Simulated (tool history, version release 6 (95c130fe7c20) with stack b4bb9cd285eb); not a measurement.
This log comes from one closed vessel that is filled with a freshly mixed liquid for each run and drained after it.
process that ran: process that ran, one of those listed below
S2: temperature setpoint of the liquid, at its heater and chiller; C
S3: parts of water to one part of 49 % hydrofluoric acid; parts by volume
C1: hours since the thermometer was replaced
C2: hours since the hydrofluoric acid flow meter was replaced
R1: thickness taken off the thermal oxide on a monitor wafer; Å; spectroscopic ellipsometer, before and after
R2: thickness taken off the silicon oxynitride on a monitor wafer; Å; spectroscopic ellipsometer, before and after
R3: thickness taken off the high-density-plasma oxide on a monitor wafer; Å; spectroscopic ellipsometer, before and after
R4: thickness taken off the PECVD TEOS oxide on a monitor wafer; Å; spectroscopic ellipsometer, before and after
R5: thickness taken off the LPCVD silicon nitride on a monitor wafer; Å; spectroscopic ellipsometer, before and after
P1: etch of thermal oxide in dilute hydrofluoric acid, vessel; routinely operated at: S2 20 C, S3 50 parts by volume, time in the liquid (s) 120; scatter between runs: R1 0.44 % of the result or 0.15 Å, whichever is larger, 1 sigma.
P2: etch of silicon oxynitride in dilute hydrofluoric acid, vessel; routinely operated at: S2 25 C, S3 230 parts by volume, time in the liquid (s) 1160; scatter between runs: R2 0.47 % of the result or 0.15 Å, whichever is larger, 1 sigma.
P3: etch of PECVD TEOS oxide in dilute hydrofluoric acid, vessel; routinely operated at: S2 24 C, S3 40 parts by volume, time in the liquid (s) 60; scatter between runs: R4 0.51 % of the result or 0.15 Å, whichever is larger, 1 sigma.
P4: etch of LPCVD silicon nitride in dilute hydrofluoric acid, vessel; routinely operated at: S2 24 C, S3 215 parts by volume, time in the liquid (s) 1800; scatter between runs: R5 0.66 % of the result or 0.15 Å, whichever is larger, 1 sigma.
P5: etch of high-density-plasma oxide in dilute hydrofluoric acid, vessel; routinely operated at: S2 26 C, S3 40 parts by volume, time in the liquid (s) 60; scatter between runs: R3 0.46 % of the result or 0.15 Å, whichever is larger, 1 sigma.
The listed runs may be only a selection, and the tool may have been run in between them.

run 1 hour=5.2 | process_that_ran=P1 S2=20 S3=50 time_in_the_liquid_(s)=120 | C1=404.4 C2=1857.5 | R1=99.478
run 2 hour=11.9 | process_that_ran=P1 S2=20 S3=75 time_in_the_liquid_(s)=120 | C1=411.1 C2=1864.2 | R1=64.315
run 3 hour=17.5 | process_that_ran=P1 S2=17 S3=25 time_in_the_liquid_(s)=120 | C1=416.7 C2=1869.8 | R1=178.01
run 4 hour=24.8 | process_that_ran=P1 S2=20 S3=50 time_in_the_liquid_(s)=120 | C1=424 C2=1877.1 | R1=98.887
run 5 hour=29.1 | process_that_ran=P1 S2=20 S3=50 time_in_the_liquid_(s)=120 | C1=428.3 C2=1881.4 | R1=99.237
run 6 hour=36.9 | process_that_ran=P2 S2=19.5 S3=230 time_in_the_liquid_(s)=1160 | C1=436.1 C2=1889.2 | R2=105.55
run 7 hour=41.4 | process_that_ran=P1 S2=20 S3=20 time_in_the_liquid_(s)=225 | C1=440.6 C2=1893.7 | R1=481.53
run 8 hour=48.9 | process_that_ran=P5 S2=26 S3=40 time_in_the_liquid_(s)=60 | C1=448.1 C2=1901.2 | R3=150.45
run 9 hour=56.2 | process_that_ran=P3 S2=24 S3=40 time_in_the_liquid_(s)=60 | C1=455.4 C2=1908.5 | R4=458.67
run 10 hour=63.9 | process_that_ran=P4 S2=24 S3=215 time_in_the_liquid_(s)=1800 | C1=463.1 C2=1916.2 | R5=40.265
run 11 hour=72.8 | process_that_ran=P3 S2=27.5 S3=40 time_in_the_liquid_(s)=60 | C1=472 C2=1925.1 | R4=525.19
run 12 hour=81.6 | process_that_ran=P4 S2=29 S3=215 time_in_the_liquid_(s)=1800 | C1=480.8 C2=1933.9 | R5=54.404
run 13 hour=87.4 | process_that_ran=P2 S2=25 S3=230 time_in_the_liquid_(s)=310 | C1=486.6 C2=1939.7 | R2=35.629
run 14 hour=93.9 | process_that_ran=P2 S2=25 S3=230 time_in_the_liquid_(s)=1160 | C1=493.1 C2=1946.2 | R2=135.18
run 15 hour=99 | process_that_ran=P1 S2=20 S3=50 time_in_the_liquid_(s)=60 | C1=498.2 C2=1951.3 | R1=49.558
run 16 hour=106.3 | process_that_ran=P1 S2=20 S3=50 time_in_the_liquid_(s)=200 | C1=505.5 C2=1958.6 | R1=164.94
run 17 hour=114.5 | process_that_ran=P3 S2=24 S3=20 time_in_the_liquid_(s)=60 | C1=513.7 C2=1966.8 | R4=938.93
run 18 hour=121.8 | process_that_ran=P5 S2=26 S3=20 time_in_the_liquid_(s)=60 | C1=521 C2=1974.1 | R3=307.94
run 19 hour=126.8 | process_that_ran=P5 S2=26 S3=40 time_in_the_liquid_(s)=60 | C1=526 C2=1979.1 | R3=149.29
run 20 hour=132.9 | process_that_ran=P5 S2=30.5 S3=40 time_in_the_liquid_(s)=60 | C1=532.1 C2=1985.2 | R3=181.2
run 21 hour=139.3 | process_that_ran=P5 S2=26 S3=40 time_in_the_liquid_(s)=95 | C1=538.5 C2=1991.6 | R3=237.04
run 22 hour=144.8 | process_that_ran=P1 S2=20 S3=20 time_in_the_liquid_(s)=120 | C1=544 C2=1997.1 | R1=257.06
run 23 hour=152.3 | process_that_ran=P1 S2=20 S3=50 time_in_the_liquid_(s)=120 | C1=551.5 C2=2004.6 | R1=98.695
run 24 hour=158.7 | process_that_ran=P2 S2=25 S3=135 time_in_the_liquid_(s)=1160 | C1=557.9 C2=2011 | R2=246.22
run 25 hour=164 | process_that_ran=P4 S2=24 S3=35 time_in_the_liquid_(s)=1800 | C1=563.2 C2=2016.3 | R5=235.36
run 26 hour=169.2 | process_that_ran=P1 S2=25 S3=50 time_in_the_liquid_(s)=120 | C1=568.4 C2=2021.5 | R1=120.76
run 27 hour=175.8 | process_that_ran=P3 S2=24 S3=40 time_in_the_liquid_(s)=30 | C1=575 C2=2028.1 | R4=227.75
run 28 hour=183.1 | process_that_ran=P1 S2=20 S3=50 time_in_the_liquid_(s)=120 | C1=582.3 C2=2035.4 | R1=99.396
run 29 hour=187.5 | process_that_ran=P4 S2=24 S3=215 time_in_the_liquid_(s)=260 | C1=586.7 C2=2039.8 | R5=5.8619
run 30 hour=196.9 | process_that_ran=P1 S2=17 S3=50 time_in_the_liquid_(s)=120 | C1=596.1 C2=2049.2 | R1=87.288
run 31 hour=203.6 | process_that_ran=P1 S2=17 S3=50 time_in_the_liquid_(s)=70 | C1=602.8 C2=2055.9 | R1=50.474
run 32 hour=209.9 | process_that_ran=P2 S2=25 S3=230 time_in_the_liquid_(s)=1160 | C1=609.1 C2=2062.2 | R2=134.98
run 33 hour=217 | process_that_ran=P1 S2=20 S3=50 time_in_the_liquid_(s)=120 | C1=616.2 C2=2069.3 | R1=99.907
run 34 hour=221.7 | process_that_ran=P1 S2=20 S3=50 time_in_the_liquid_(s)=120 | C1=620.9 C2=2074 | R1=100.25
run 35 hour=231.6 | process_that_ran=P1 S2=20 S3=50 time_in_the_liquid_(s)=120 | C1=630.8 C2=2083.9 | R1=103.88
run 36 hour=236.6 | process_that_ran=P1 S2=20 S3=50 time_in_the_liquid_(s)=120 | C1=635.8 C2=2088.9 | R1=105.1
run 37 hour=244.5 | process_that_ran=P1 S2=20 S3=50 time_in_the_liquid_(s)=120 | C1=643.7 C2=2096.8 | R1=104.53
run 38 hour=252.6 | process_that_ran=P1 S2=20 S3=50 time_in_the_liquid_(s)=120 | C1=651.8 C2=2104.9 | R1=105.6
run 39 hour=260.1 | process_that_ran=P1 S2=20 S3=50 time_in_the_liquid_(s)=120 | C1=659.3 C2=2112.4 | R1=105.2

P1 no longer gives what it gave before; its output has crept away from where it was. The following 2 causes, each at its listed size, fit the log equally well:
A: liquid hotter than its thermometer reads (K) = 1.62
B: hydrofluoric acid flow above the setpoint (%) = 6.67
The gradual shift began around hour 217.

Of the 4 check runs below, each run on 2 wafers with the results averaged and each result still a question mark, which one would tell the listed causes apart?
run check 1 hour=267.6 | process_that_ran=P5 S2=26 S3=40 time_in_the_liquid_(s)=60 | R3=?
run check 2 hour=267.6 | process_that_ran=P2 S2=25 S3=230 time_in_the_liquid_(s)=1160 | R2=?
run check 3 hour=267.6 | process_that_ran=P3 S2=24 S3=40 time_in_the_liquid_(s)=60 | R4=?
run check 4 hour=267.6 | process_that_ran=P4 S2=24 S3=215 time_in_the_liquid_(s)=1800 | R5=?

What each check would give under each cause:
check=check_1 result=R3 if_A=160.24 if_B=160.61
check=check_2 result=R2 if_A=144.3 if_B=145.13
check=check_3 result=R4 if_A=488.25 if_B=488.79
check=check_4 result=R5 if_A=44.188 if_B=42.575
Gap, in per cent, between the two causes that each check separates least, read from the result that separates them most: check 1 0.23 %; check 2 0.57 %; check 3 0.11 %; check 4 3.72 %
The causes can be told apart only by check 4. The other checks would give nearly the same results under each of them.

Here is what check 4 returned: R5 42.844 Å. Which cause is it?

The cause is B: hydrofluoric acid flow above the setpoint (%).
